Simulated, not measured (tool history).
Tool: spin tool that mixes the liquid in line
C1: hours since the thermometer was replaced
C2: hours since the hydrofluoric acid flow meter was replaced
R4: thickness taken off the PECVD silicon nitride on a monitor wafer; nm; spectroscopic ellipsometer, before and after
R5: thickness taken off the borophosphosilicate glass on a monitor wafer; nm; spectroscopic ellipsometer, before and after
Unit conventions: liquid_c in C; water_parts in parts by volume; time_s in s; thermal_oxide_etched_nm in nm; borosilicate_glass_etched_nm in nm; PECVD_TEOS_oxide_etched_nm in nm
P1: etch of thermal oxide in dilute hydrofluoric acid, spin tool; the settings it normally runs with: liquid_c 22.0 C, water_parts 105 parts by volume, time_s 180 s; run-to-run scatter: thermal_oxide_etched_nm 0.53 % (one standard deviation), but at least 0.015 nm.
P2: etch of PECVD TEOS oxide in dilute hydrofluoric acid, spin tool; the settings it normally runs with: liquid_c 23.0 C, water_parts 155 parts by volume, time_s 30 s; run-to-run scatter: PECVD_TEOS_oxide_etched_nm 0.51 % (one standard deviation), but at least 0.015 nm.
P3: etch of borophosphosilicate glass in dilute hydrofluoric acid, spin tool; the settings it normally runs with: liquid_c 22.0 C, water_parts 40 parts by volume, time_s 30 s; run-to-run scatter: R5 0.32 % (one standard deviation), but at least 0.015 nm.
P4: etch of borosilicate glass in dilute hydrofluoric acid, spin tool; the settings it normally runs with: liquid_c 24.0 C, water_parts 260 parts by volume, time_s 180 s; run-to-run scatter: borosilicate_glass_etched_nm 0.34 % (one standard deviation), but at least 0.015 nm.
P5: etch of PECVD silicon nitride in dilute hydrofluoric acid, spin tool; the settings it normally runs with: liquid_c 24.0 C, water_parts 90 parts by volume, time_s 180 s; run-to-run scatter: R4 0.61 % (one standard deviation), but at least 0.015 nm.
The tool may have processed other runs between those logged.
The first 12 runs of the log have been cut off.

Run 13, hour 132.6: process P1, liquid_c 22.0 C, water_parts 105 parts by volume, time_s 180 s; C1 698.4; C2 425.2. Result: thermal_oxide_etched_nm 7.5934 nm.
Run 14, hour 138.9: process P1, liquid_c 22.0 C, water_parts 105 parts by volume, time_s 80 s; C1 704.7; C2 431.5. Result: thermal_oxide_etched_nm 3.3559 nm.
Run 15, hour 146.7: process P1, liquid_c 18.5 C, water_parts 65 parts by volume, time_s 180 s; C1 712.5; C2 439.3. Result: thermal_oxide_etched_nm 11.0260 nm.
Run 16, hour 159.4: process P5, liquid_c 24.0 C, water_parts 150 parts by volume, time_s 180 s; C1 725.2; C2 452.0. Result: R4 2.66590 nm.
Run 17, hour 171.5: process P1, liquid_c 22.0 C, water_parts 105 parts by volume, time_s 315 s; C1 737.3; C2 464.1. Result: thermal_oxide_etched_nm 13.2810 nm.
Run 18, hour 178.4: process P1, liquid_c 18.5 C, water_parts 65 parts by volume, time_s 180 s; C1 744.2; C2 471.0. Result: thermal_oxide_etched_nm 11.0610 nm.
Run 19, hour 184.4: process P2, liquid_c 27.0 C, water_parts 155 parts by volume, time_s 30 s; C1 750.2; C2 477.0. Result: PECVD_TEOS_oxide_etched_nm 4.6087 nm.
Run 20, hour 197.3: process P1, liquid_c 22.0 C, water_parts 170 parts by volume, time_s 180 s; C1 763.1; C2 489.9. Result: thermal_oxide_etched_nm 4.3618 nm.
Run 21, hour 210.1: process P1, liquid_c 22.0 C, water_parts 105 parts by volume, time_s 180 s; C1 775.9; C2 502.7. Result: thermal_oxide_etched_nm 7.5866 nm.
Run 22, hour 221.9: process P1, liquid_c 22.0 C, water_parts 60 parts by volume, time_s 180 s; C1 787.7; C2 514.5. Result: thermal_oxide_etched_nm 13.9820 nm.
Run 23, hour 233.7: process P4, liquid_c 24.0 C, water_parts 45 parts by volume, time_s 180 s; C1 799.5; C2 526.3. Result: borosilicate_glass_etched_nm 79.5120 nm.
Run 24, hour 244.4: process P1, liquid_c 26.5 C, water_parts 105 parts by volume, time_s 180 s; C1 810.2; C2 537.0. Result: thermal_oxide_etched_nm 8.9508 nm.
Run 25, hour 256.7: process P4, liquid_c 20.0 C, water_parts 260 parts by volume, time_s 180 s; C1 822.5; C2 549.3. Result: borosilicate_glass_etched_nm 9.2026 nm.
Run 26, hour 267.5: process P3, liquid_c 22.0 C, water_parts 60 parts by volume, time_s 30 s; C1 833.3; C2 560.1. Result: R5 18.141 nm.
Run 27, hour 279.7: process P3, liquid_c 22.0 C, water_parts 40 parts by volume, time_s 30 s; C1 845.5; C2 572.3. Result: R5 27.844 nm.
Run 28, hour 289.9: process P3, liquid_c 30.0 C, water_parts 40 parts by volume, time_s 30 s; C1 855.7; C2 582.5. Result: R5 38.299 nm.

Predict the results of run 29:
Run 29, hour 302.1: process P5, liquid_c 24.0 C, water_parts 90 parts by volume, time_s 15 s; C1 867.9; C2 594.7. Result: R4 ?.

Run 29 yielded R4 0.36404 nm.
